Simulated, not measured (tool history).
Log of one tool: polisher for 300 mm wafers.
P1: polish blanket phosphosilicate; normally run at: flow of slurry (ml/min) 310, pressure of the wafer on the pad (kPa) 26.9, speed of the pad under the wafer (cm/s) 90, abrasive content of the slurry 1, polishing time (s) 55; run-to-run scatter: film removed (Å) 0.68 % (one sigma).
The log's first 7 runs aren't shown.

run	hour	flow of slurry (ml/min)	pressure of the wafer on the pad (kPa)	speed of the pad under the wafer (cm/s)	abrasive content of the slurry	polishing time (s)	film removed (Å)
8	54.1	310	26.9	90	1	55	5836
9	59.9	310	26.9	90	1	55	5724.7
10	67.7	310	26.9	90	1	55	5800.8
11	72.2	185	26.9	90	1	55	5465.7
12	81.5	310	26.9	40	1	55	3035.3
13	89.2	310	26.9	90	1	55	5788.4
# hour 91.3: conditioning disc replaced and pad reconditioned
14	96.9	310	26.9	90	1	82	8630.6
# hour 100.7: head pressure recalibrated
15	101.3	450	26.9	90	1	55	5995.9

The next listed run, before its measurement:
16	106.3	310	26.9	90	0.55	55	?

film removed (Å): 4209.7
